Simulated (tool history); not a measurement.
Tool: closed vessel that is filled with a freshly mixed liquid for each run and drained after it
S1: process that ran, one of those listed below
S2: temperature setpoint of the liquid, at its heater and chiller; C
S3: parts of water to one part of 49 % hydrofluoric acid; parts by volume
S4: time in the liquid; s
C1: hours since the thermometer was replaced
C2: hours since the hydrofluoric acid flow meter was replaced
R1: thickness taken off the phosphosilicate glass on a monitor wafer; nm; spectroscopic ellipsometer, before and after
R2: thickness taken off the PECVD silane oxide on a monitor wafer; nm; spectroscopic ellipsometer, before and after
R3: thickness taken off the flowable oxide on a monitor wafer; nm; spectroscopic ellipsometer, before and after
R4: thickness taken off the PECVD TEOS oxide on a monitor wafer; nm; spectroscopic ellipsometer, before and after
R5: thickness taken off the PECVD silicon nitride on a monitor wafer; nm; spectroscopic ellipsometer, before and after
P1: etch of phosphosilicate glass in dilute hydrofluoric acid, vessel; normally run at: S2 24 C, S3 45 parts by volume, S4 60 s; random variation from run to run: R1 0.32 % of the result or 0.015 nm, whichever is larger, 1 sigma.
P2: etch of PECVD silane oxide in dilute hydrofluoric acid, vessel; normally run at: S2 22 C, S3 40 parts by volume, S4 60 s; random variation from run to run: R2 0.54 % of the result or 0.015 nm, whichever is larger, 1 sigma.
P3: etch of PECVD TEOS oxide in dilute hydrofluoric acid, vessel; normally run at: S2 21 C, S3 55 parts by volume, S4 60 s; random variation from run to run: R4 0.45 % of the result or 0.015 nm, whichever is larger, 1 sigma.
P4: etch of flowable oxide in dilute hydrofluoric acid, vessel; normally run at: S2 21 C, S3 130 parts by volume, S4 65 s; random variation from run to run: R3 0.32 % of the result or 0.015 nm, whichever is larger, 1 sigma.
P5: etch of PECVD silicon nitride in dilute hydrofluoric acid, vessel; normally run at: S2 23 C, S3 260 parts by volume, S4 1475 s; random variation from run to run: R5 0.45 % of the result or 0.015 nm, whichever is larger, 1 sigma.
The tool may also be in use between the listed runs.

run 1 hour=5.7 | S1=P1 S2=24 S3=45 S4=60 | C1=969.3 C2=1220.8 | R1=84.477
run 2 hour=15 | S1=P2 S2=27 S3=40 S4=60 | C1=978.6 C2=1230.1 | R2=27.537
run 3 hour=23.9 | S1=P4 S2=21 S3=130 S4=65 | C1=987.5 C2=1239 | R3=15.799
run 4 hour=30.5 | S1=P3 S2=21 S3=55 S4=60 | C1=994.1 C2=1245.6 | R4=26.003
run 5 hour=40 | S1=P1 S2=20 S3=45 S4=60 | C1=1003.6 C2=1255.1 | R1=71.847
run 6 hour=44.8 | S1=P2 S2=22 S3=55 S4=60 | C1=1008.4 C2=1259.9 | R2=15.926
run 7 hour=50.2 | S1=P4 S2=21 S3=45 S4=65 | C1=1013.8 C2=1265.3 | R3=49.848
run 8 hour=59.6 | S1=P3 S2=21 S3=55 S4=60 | C1=1023.2 C2=1274.7 | R4=26.451
run 9 hour=65.8 | S1=P4 S2=21 S3=130 S4=35 | C1=1029.4 C2=1280.9 | R3=8.4026
run 10 hour=71.3 | S1=P2 S2=22 S3=40 S4=60 | C1=1034.9 C2=1286.4 | R2=22.641
run 11 hour=81.1 | S1=P1 S2=24 S3=45 S4=60 | C1=1044.7 C2=1296.2 | R1=84.82
run 12 hour=86.4 | S1=P3 S2=21 S3=55 S4=95 | C1=1050 C2=1301.5 | R4=41.289
run 13 hour=91.6 | S1=P1 S2=24 S3=75 S4=60 | C1=1055.2 C2=1306.7 | R1=48.9
run 14 hour=101.3 | S1=P1 S2=24 S3=45 S4=30 | C1=1064.9 C2=1316.4 | R1=42.323
run 15 hour=111.5 | S1=P5 S2=26.5 S3=260 S4=1475 | C1=1075.1 C2=1326.6 | R5=25.9
run 16 hour=122.4 | S1=P4 S2=17 S3=130 S4=65 | C1=1086 C2=1337.5 | R3=13.256
run 17 hour=129.4 | S1=P2 S2=22 S3=40 S4=30 | C1=1093 C2=1344.5 | R2=11.203
run 18 hour=136 | S1=P1 S2=24 S3=20 S4=60 | C1=1099.6 C2=1351.1 | R1=197.21
run 19 hour=142.8 | S1=P5 S2=23 S3=115 S4=1475 | C1=1106.4 C2=1357.9 | R5=46.379
run 20 hour=150.1 | S1=P1 S2=28.5 S3=45 S4=30 | C1=1113.7 C2=1365.2 | R1=50.827
run 21 hour=159.9 | S1=P5 S2=23 S3=260 S4=1475 | C1=1123.5 C2=1375 | R5=20.871
run 22 hour=170.3 | S1=P1 S2=24 S3=45 S4=60 | C1=1133.9 C2=1385.4 | R1=85.204
run 23 hour=178.3 | S1=P1 S2=28 S3=45 S4=60 | C1=1141.9 C2=1393.4 | R1=99.882
run 24 hour=187.9 | S1=P3 S2=26 S3=55 S4=60 | C1=1151.5 C2=1403 | R4=32.198
run 25 hour=192.7 | S1=P3 S2=21 S3=90 S4=60 | C1=1156.3 C2=1407.8 | R4=15.215
run 26 hour=201.4 | S1=P1 S2=24 S3=45 S4=60 | C1=1165 C2=1416.5 | R1=84.532
run 27 hour=212.1 | S1=P1 S2=24 S3=45 S4=60 | C1=1175.7 C2=1427.2 | R1=84.995
run 28 hour=223.1 | S1=P5 S2=23 S3=260 S4=505 | C1=1186.7 C2=1438.2 | R5=7.1578
run 29 hour=232.8 | S1=P1 S2=24 S3=45 S4=95 | C1=1196.4 C2=1447.9 | R1=134.32
run 30 hour=241.8 | S1=P1 S2=24 S3=45 S4=60 | C1=1205.4 C2=1456.9 | R1=84.644
run 31 hour=248.5 | S1=P1 S2=24 S3=45 S4=60 | C1=1212.1 C2=1463.6 | R1=85.198
run 32 hour=259.4 | S1=P1 S2=24 S3=45 S4=60 | C1=1223 C2=1474.5 | R1=84.624
run 33 hour=268.4 | S1=P1 S2=24 S3=45 S4=60 | C1=1232 C2=1483.5 | R1=82.854
run 34 hour=276.7 | S1=P1 S2=24 S3=45 S4=60 | C1=1240.3 C2=1491.8 | R1=81.678
run 35 hour=286.5 | S1=P1 S2=24 S3=45 S4=60 | C1=1250.1 C2=1501.6 | R1=80.12
run 36 hour=293.1 | S1=P1 S2=24 S3=45 S4=60 | C1=1256.7 C2=1508.2 | R1=80.337
run 37 hour=301.6 | S1=P1 S2=24 S3=45 S4=60 | C1=1265.2 C2=1516.7 | R1=80.194
run 38 hour=311.5 | S1=P1 S2=24 S3=45 S4=60 | C1=1275.1 C2=1526.6 | R1=79.932
run 39 hour=321.5 | S1=P1 S2=24 S3=45 S4=60 | C1=1285.1 C2=1536.6 | R1=79.697
run 40 hour=326.5 | S1=P1 S2=24 S3=45 S4=60 | C1=1290.1 C2=1541.6 | R1=79.614

What P1 gives has crept away from where it was. These 2 causes fit the log equally well, each at the size given:
A: hydrofluoric acid flow below the setpoint (%) = 5.59
B: liquid colder than its thermometer reads (K) = 1.48
The creep began at about hour 259.4.

4 check runs are offered, one wafer each, their results left as question marks. Which one tells the causes apart?
run check 1 hour=331.5 | S1=P5 S2=23 S3=260 S4=1475 | R5=?
run check 2 hour=331.5 | S1=P4 S2=21 S3=130 S4=65 | R3=?
run check 3 hour=331.5 | S1=P3 S2=21 S3=55 S4=60 | R4=?
run check 4 hour=331.5 | S1=P2 S2=22 S3=40 S4=60 | R2=?

What each check would give under each cause:
check=check_1 result=R5 if_A=19.702 if_B=18.996
check=check_2 result=R3 if_A=14.67 if_B=14.765
check=check_3 result=R4 if_A=24.571 if_B=24.548
check=check_4 result=R2 if_A=21.049 if_B=21.004
How far apart the two closest causes lie, in the result that separates them most: check 1 3.65 %; check 2 0.64 %; check 3 0.09 %; check 4 0.21 %
Only check 1 tells the causes apart: in the others they would give nearly the same result.

Check 1 was then run and gave: R5 19.642 nm. Which cause is it?

It is A: hydrofluoric acid flow below the setpoint (%).
